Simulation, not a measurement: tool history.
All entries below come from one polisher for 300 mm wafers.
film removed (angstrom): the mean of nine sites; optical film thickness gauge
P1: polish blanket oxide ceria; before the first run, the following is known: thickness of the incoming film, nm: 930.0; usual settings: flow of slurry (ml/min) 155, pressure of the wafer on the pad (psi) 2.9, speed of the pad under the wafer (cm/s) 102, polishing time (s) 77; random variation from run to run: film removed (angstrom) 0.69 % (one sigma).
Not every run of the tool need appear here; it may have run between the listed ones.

run,day,flow of slurry (ml/min),pressure of the wafer on the pad (psi),speed of the pad under the wafer (cm/s),polishing time (s),wafers polished on this pad,hours since the slurry nozzle was cleaned,hours since the head pressure was calibrated,film removed (angstrom)
1,0.579,155,2.9,102,77,335,67.6,427.8,3474.4
2,1.079,155,2.9,102,121,441,79.6,439.8,5363.4
3,1.488,155,2.9,102,77,528,89.4,449.6,3505.9
4,2.008,155,2.9,102,77,638,101.9,462.1,3454.3
5,2.400,215,2.9,102,77,722,111.3,471.5,3587.6
6,2.712,155,2.9,144,77,788,118.8,479.0,4835.3
7,3.171,155,2.9,46,77,885,129.8,490.0,1551.8
8,3.754,95,2.9,102,77,1009,143.8,504.0,3098.9
9,4.204,155,4.4,102,77,1105,154.6,514.8,5226.2
10,4.808,155,1.5,78,77,1233,169.1,529.3,1354.0
11,5.258,155,2.9,102,77,1328,179.9,540.1,3459.0
12,5.758,155,1.3,102,77,1435,191.9,552.1,1540.8
13,6.317,155,2.9,102,35,1553,205.3,565.5,1578.6
14,6.854,155,2.9,102,77,1667,218.2,578.4,3456.8
15,7.325,155,2.9,102,77,1767,229.5,589.7,3493.9
16,7.962,155,2.9,78,113,1903,244.8,605.0,3865.1
17,8.417,155,2.9,102,77,1999,255.7,615.9,3460.0
18,8.942,155,2.9,102,77,2111,268.3,628.5,3328.0
19,9.604,155,2.9,102,77,2251,284.2,644.4,3248.9
# day 9.875: head pressure recalibrated
20,10.196,155,2.9,102,77,2377,298.4,7.8,3207.0
21,10.583,155,2.9,102,77,2459,307.7,17.1,3196.7
22,10.875,155,2.9,102,77,2521,314.7,24.1,3162.9
23,11.288,155,2.9,102,77,2609,324.6,34.0,3182.3

Run 24 has not been measured yet. What should we expect?
24,11.642,155,2.9,102,77,2684,333.1,42.5,?

film removed (angstrom): 3169.4
